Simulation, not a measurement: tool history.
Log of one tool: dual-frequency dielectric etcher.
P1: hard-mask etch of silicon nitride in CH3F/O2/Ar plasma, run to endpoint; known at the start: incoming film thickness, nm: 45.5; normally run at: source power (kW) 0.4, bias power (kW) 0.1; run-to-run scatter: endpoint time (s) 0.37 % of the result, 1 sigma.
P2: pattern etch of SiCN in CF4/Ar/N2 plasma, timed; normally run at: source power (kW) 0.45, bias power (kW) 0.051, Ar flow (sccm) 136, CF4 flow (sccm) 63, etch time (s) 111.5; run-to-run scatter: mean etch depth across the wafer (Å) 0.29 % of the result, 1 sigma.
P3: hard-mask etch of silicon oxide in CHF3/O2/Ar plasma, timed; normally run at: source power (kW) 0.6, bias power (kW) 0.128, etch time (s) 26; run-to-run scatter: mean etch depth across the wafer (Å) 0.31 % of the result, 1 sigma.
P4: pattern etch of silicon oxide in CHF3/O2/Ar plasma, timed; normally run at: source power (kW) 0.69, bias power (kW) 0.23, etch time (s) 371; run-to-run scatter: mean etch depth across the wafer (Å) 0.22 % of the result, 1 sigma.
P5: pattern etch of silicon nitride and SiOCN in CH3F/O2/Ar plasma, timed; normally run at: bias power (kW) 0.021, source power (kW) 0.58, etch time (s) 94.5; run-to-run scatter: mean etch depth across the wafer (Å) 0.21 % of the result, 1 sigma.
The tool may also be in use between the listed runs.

run	day	process that ran	source power (kW)	bias power (kW)	etch time (s)	Ar flow (sccm)	CF4 flow (sccm)	endpoint time (s)	mean etch depth across the wafer (Å)
1	0.288	P1	0.4	0.1				57.872	
2	0.592	P3	0.6	0.104	26				419.06
3	0.838	P1	0.4	0.1				58.327	
4	1.025	P2	0.45	0.051	111.5	178	63		749.38
5	1.262	P4	0.69	0.31	371				9111.7
6	1.438	P1	0.4	0.1				58.075	
7	1.629	P1	0.4	0.1				58.18	
8	1.867	P2	0.45	0.051	111.5	136	50		758.22
9	2.05	P4	0.69	0.23	522.5				11556
10	2.262	P1	0.29	0.1				65.541	
11	2.554	P5	0.58	0.021	60.5				92.004
12	2.825	P3	0.6	0.128	26				448.73
13	3.008	P1	0.4	0.1				57.75	
14	3.233	P5	0.58	0.021	94.5				143.99
15	3.458	P2	0.45	0.064	111.5	136	63		855.52
16	3.617	P1	0.4	0.08				62.963	
17	3.862	P4	0.69	0.23	371				8183.7
18	4.15	P3	0.6	0.128	14.5				249.1
# day 4.2: source power generator calibrated
19	4.379	P1	0.4	0.1				57.944	
20	4.646	P5	0.58	0.021	94.5				144.95
21	4.871	P3	0.48	0.128	26				408.83
22	5.15	P2	0.27	0.051	111.5	136	63		504.88
23	5.288	P1	0.4	0.133				52.275	
24	5.558	P3	0.6	0.128	26				444.58
25	5.758	P1	0.54	0.1				51.485	
26	6.033	P4	0.69	0.23	371				8147
27	6.317	P2	0.45	0.051	111.5	136	63		791.19
28	6.604	P4	0.91	0.23	371				9066
29	6.858	P5	0.73	0.021	94.5				156.19
30	7.05	P1	0.56	0.063				59.649	
31	7.308	P1	0.5	0.069				60.771	
32	7.512	P5	0.58	0.017	94.5				131.94
33	7.788	P2	0.45	0.051	143.5	136	63		1019.4
34	7.967	P1	0.4	0.1				57.477	
35	8.192	P1	0.4	0.1				58.093	
36	8.479	P1	0.4	0.1				58.329	

The next listed run, before its measurement:
37	8.733	P1	0.4	0.1				?	

Run 37 gave endpoint time (s) 58.856.

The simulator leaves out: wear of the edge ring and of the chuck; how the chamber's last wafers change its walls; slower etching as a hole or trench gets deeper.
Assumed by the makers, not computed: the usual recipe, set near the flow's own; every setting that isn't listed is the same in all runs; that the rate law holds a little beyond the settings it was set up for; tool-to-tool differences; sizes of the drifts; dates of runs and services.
